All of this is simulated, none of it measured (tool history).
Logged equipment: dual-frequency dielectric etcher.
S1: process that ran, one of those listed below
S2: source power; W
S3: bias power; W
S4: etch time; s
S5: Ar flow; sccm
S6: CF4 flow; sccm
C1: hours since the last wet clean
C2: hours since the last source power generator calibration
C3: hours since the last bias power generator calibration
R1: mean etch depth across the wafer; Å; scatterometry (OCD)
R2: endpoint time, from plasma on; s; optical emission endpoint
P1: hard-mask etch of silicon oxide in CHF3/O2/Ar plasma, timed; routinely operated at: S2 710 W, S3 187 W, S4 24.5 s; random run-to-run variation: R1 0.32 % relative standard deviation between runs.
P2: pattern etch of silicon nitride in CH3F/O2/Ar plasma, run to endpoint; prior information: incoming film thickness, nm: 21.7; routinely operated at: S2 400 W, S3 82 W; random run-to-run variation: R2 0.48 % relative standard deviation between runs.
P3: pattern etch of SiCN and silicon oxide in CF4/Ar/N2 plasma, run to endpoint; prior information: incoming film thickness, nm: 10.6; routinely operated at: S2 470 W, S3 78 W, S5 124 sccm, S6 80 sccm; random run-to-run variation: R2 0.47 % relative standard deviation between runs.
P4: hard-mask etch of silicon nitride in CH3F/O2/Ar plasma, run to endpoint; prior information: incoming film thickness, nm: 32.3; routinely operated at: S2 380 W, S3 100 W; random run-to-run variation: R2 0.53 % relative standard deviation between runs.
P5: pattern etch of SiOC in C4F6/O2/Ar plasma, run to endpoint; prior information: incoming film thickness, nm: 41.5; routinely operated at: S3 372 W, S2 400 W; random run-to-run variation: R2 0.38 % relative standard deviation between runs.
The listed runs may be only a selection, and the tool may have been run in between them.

run,hour,S1,S2,S3,S4,S5,S6,C1,C2,C3,R1,R2
1,5.2,P1,710,187,24.5,,,256.4,1390,503.7,519.85,
2,13.8,P3,470,78,,150,80,265,1398.6,512.3,,12.069
3,22,P1,430,187,24.5,,,273.2,1406.8,520.5,431.55,
4,31,P3,470,78,,124,112,282.2,1415.8,529.5,,11.141
5,39.2,P1,710,187,24.5,,,290.4,1424,537.7,523.68,
6,43.9,P1,710,187,24.5,,,295.1,1428.7,542.4,516.46,
7,50.3,P2,400,99,,,,301.5,1435.1,548.8,,27.694
8,58.3,P1,710,187,24.5,,,309.5,1443.1,556.8,521.38,
9,63.7,P1,710,187,24.5,,,314.9,1448.5,562.2,519.46,
10,71.7,P1,710,187,24.5,,,322.9,1456.5,570.2,520.07,
11,78.4,P5,500,372,,,,329.6,1463.2,576.9,,14.437
12,85.9,P1,710,187,24.5,,,337.1,1470.7,584.4,522.26,
13,91.2,P3,670,78,,124,80,342.4,1476,589.7,,8.6207
14,96.7,P3,470,47,,124,80,347.9,1481.5,595.2,,13.782
15,103.7,P1,710,187,15,,,354.9,1488.5,602.2,317.97,
16,110.8,P1,990,187,24.5,,,362,1495.6,609.3,590.24,
17,119.7,P1,710,251,24.5,,,370.9,1504.5,618.2,576.51,
18,126.8,P3,470,78,,124,80,378,1511.6,625.3,,11.738
19,135.2,P1,710,187,33,,,386.4,1520,633.7,703.47,
20,143.2,P4,380,137,,,,394.4,1528,641.7,,38.357

What will run 21 give?
21,150.7,P2,400,82,,,,401.9,1535.5,649.2,,?

R2: 29.753 s
